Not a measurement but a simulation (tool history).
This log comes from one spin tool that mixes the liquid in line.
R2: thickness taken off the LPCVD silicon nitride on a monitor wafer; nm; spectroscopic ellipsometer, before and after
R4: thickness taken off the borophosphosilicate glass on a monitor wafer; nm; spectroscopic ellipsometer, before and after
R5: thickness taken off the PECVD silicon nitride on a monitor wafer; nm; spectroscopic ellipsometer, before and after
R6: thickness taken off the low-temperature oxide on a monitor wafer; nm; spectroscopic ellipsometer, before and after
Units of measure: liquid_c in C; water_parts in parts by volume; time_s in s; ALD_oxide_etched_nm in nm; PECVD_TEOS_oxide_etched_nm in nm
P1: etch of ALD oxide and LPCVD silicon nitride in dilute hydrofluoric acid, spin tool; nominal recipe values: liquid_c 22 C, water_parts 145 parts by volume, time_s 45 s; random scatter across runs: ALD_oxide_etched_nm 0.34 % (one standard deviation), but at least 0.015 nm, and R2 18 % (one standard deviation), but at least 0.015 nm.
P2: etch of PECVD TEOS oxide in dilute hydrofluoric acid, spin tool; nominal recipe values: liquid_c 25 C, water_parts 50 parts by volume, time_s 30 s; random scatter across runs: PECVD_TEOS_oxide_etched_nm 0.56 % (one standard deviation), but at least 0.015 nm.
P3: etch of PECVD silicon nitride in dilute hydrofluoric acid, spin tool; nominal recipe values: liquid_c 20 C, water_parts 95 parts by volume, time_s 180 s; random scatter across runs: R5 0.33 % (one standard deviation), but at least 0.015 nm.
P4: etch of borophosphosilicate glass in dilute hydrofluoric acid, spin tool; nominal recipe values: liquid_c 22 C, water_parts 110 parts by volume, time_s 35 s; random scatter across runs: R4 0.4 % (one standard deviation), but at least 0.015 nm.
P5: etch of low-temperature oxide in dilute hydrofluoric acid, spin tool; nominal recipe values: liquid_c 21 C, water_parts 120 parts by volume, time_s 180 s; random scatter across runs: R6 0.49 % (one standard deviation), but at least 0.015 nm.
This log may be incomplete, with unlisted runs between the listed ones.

{"run": 1, "hour": 10.4, "process": "P1", "liquid_c": 22, "water_parts": 145, "time_s": 45, "ALD_oxide_etched_nm": 6.587, "R2": 0.15254}
{"run": 2, "hour": 24.4, "process": "P2", "liquid_c": 25, "water_parts": 20, "time_s": 30, "PECVD_TEOS_oxide_etched_nm": 40.896}
{"run": 3, "hour": 38.2, "process": "P4", "liquid_c": 22, "water_parts": 160, "time_s": 35, "R4": 5.4924}
{"run": 4, "hour": 53.6, "process": "P2", "liquid_c": 25, "water_parts": 50, "time_s": 30, "PECVD_TEOS_oxide_etched_nm": 15.747}
{"run": 5, "hour": 64.9, "process": "P1", "liquid_c": 22, "water_parts": 145, "time_s": 25, "ALD_oxide_etched_nm": 3.6538, "R2": 0.058414}
{"run": 6, "hour": 75.1, "process": "P1", "liquid_c": 22, "water_parts": 145, "time_s": 45, "ALD_oxide_etched_nm": 6.5038, "R2": 0.13317}
{"run": 7, "hour": 83.9, "process": "P1", "liquid_c": 22, "water_parts": 235, "time_s": 45, "ALD_oxide_etched_nm": 3.7136, "R2": 0.076443}
{"run": 8, "hour": 92.2, "process": "P3", "liquid_c": 20, "water_parts": 170, "time_s": 180, "R5": 4.791}
{"run": 9, "hour": 108.0, "process": "P3", "liquid_c": 20, "water_parts": 95, "time_s": 180, "R5": 8.3898}
{"run": 10, "hour": 117.5, "process": "P2", "liquid_c": 25, "water_parts": 50, "time_s": 60, "PECVD_TEOS_oxide_etched_nm": 31.438}
{"run": 11, "hour": 128.5, "process": "P1", "liquid_c": 17, "water_parts": 145, "time_s": 45, "ALD_oxide_etched_nm": 5.3714, "R2": 0.13743}
{"run": 12, "hour": 142.7, "process": "P1", "liquid_c": 22, "water_parts": 35, "time_s": 60, "ALD_oxide_etched_nm": 41.389, "R2": 0.53828}
{"run": 13, "hour": 156.0, "process": "P3", "liquid_c": 20, "water_parts": 95, "time_s": 345, "R5": 16.005}
{"run": 14, "hour": 171.5, "process": "P1", "liquid_c": 22, "water_parts": 145, "time_s": 45, "ALD_oxide_etched_nm": 6.6156, "R2": 0.10952}
{"run": 15, "hour": 182.1, "process": "P4", "liquid_c": 22, "water_parts": 110, "time_s": 55, "R4": 13.258}
{"run": 16, "hour": 191.9, "process": "P2", "liquid_c": 25, "water_parts": 50, "time_s": 30, "PECVD_TEOS_oxide_etched_nm": 15.599}
{"run": 17, "hour": 203.4, "process": "P4", "liquid_c": 22, "water_parts": 110, "time_s": 35, "R4": 8.4669}
{"run": 18, "hour": 213.6, "process": "P5", "liquid_c": 21, "water_parts": 205, "time_s": 180, "R6": 8.8901}
{"run": 19, "hour": 223.8, "process": "P5", "liquid_c": 21, "water_parts": 120, "time_s": 180, "R6": 16.807}
{"run": 20, "hour": 231.2, "process": "P1", "liquid_c": 22, "water_parts": 145, "time_s": 45, "ALD_oxide_etched_nm": 6.6024, "R2": 0.17094}
{"run": 21, "hour": 238.4, "process": "P1", "liquid_c": 22, "water_parts": 85, "time_s": 45, "ALD_oxide_etched_nm": 12.017, "R2": 0.21242}
{"run": 22, "hour": 251.5, "process": "P1", "liquid_c": 28.5, "water_parts": 145, "time_s": 45, "ALD_oxide_etched_nm": 8.4481, "R2": 0.16429}
{"run": 23, "hour": 267.1, "process": "P5", "liquid_c": 21, "water_parts": 120, "time_s": 180, "R6": 16.84}
{"run": 24, "hour": 279.7, "process": "P3", "liquid_c": 26, "water_parts": 95, "time_s": 180, "R5": 12.366}
{"run": 25, "hour": 287.5, "process": "P1", "liquid_c": 22, "water_parts": 145, "time_s": 45, "ALD_oxide_etched_nm": 6.5841, "R2": 0.12752}
{"run": 26, "hour": 294.5, "process": "P2", "liquid_c": 33, "water_parts": 50, "time_s": 30, "PECVD_TEOS_oxide_etched_nm": 21.337}
{"run": 27, "hour": 304.2, "process": "P5", "liquid_c": 26, "water_parts": 120, "time_s": 180, "R6": 20.414}
{"run": 28, "hour": 315.0, "process": "P1", "liquid_c": 22, "water_parts": 145, "time_s": 80, "ALD_oxide_etched_nm": 11.668, "R2": 0.21278}
{"run": 29, "hour": 325.5, "process": "P5", "liquid_c": 21, "water_parts": 120, "time_s": 15, "R6": 1.4119}
{"run": 30, "hour": 341.0, "process": "P1", "liquid_c": 22, "water_parts": 145, "time_s": 45, "ALD_oxide_etched_nm": 6.5321, "R2": 0.16602}
{"run": 31, "hour": 348.2, "process": "P4", "liquid_c": 17, "water_parts": 110, "time_s": 35, "R4": 6.8533}
{"run": 32, "hour": 356.4, "process": "P1", "liquid_c": 22, "water_parts": 145, "time_s": 45, "ALD_oxide_etched_nm": 6.6008, "R2": 0.14186}
{"run": 33, "hour": 366.1, "process": "P1", "liquid_c": 22, "water_parts": 145, "time_s": 45, "ALD_oxide_etched_nm": 6.8381, "R2": 0.19302}
{"run": 34, "hour": 376.2, "process": "P1", "liquid_c": 22, "water_parts": 145, "time_s": 45, "ALD_oxide_etched_nm": 6.9912, "R2": 0.1576}
{"run": 35, "hour": 385.0, "process": "P1", "liquid_c": 22, "water_parts": 145, "time_s": 45, "ALD_oxide_etched_nm": 7.0935, "R2": 0.14907}
{"run": 36, "hour": 399.1, "process": "P1", "liquid_c": 22, "water_parts": 145, "time_s": 45, "ALD_oxide_etched_nm": 7.1461, "R2": 0.12801}
{"run": 37, "hour": 412.1, "process": "P1", "liquid_c": 22, "water_parts": 145, "time_s": 45, "ALD_oxide_etched_nm": 7.2163, "R2": 0.19134}
{"run": 38, "hour": 425.7, "process": "P1", "liquid_c": 22, "water_parts": 145, "time_s": 45, "ALD_oxide_etched_nm": 7.1624, "R2": 0.16816}

P1 has crept away from where it was. The log is fitted equally well by each of these 2 causes, at the sizes shown:
A: liquid hotter than its thermometer reads (K) = 2.38
B: hydrofluoric acid flow above the setpoint (%) = 8.29
Creep in the process output first set in at about hour 356.4.

Listed below are the offered check runs, one wafer per run, with question marks in place of results. For which of them would the causes give clearly different outcomes?
{"run": "check 1", "hour": 439.3, "process": "P2", "liquid_c": 25, "water_parts": 50, "time_s": 30, "PECVD_TEOS_oxide_etched_nm": "?"}
{"run": "check 2", "hour": 439.3, "process": "P3", "liquid_c": 20, "water_parts": 95, "time_s": 180, "R5": "?"}
{"run": "check 3", "hour": 439.3, "process": "P5", "liquid_c": 21, "water_parts": 120, "time_s": 180, "R6": "?"}
{"run": "check 4", "hour": 439.3, "process": "P4", "liquid_c": 22, "water_parts": 110, "time_s": 35, "R4": "?"}

Check results expected under each cause:
check=check_1 result=PECVD_TEOS_oxide_etched_nm if_A=17.269 if_B=17.075
check=check_2 result=R5 if_A=9.8033 if_B=9.0217
check=check_3 result=R6 if_A=18.452 if_B=18.367
check=check_4 result=R4 if_A=9.2652 if_B=9.2199
Distance between the nearest two causes, measured in the result of the check that separates them most: check 1 1.14 %; check 2 8.31 %; check 3 0.46 %; check 4 0.49 %
The other checks would show nearly matching results whichever cause is true, so check 2 is the only one that separates the causes.

Here is what check 2 returned: R5 9.807 nm. Which cause is it?

It was cause A: liquid hotter than its thermometer reads (K).
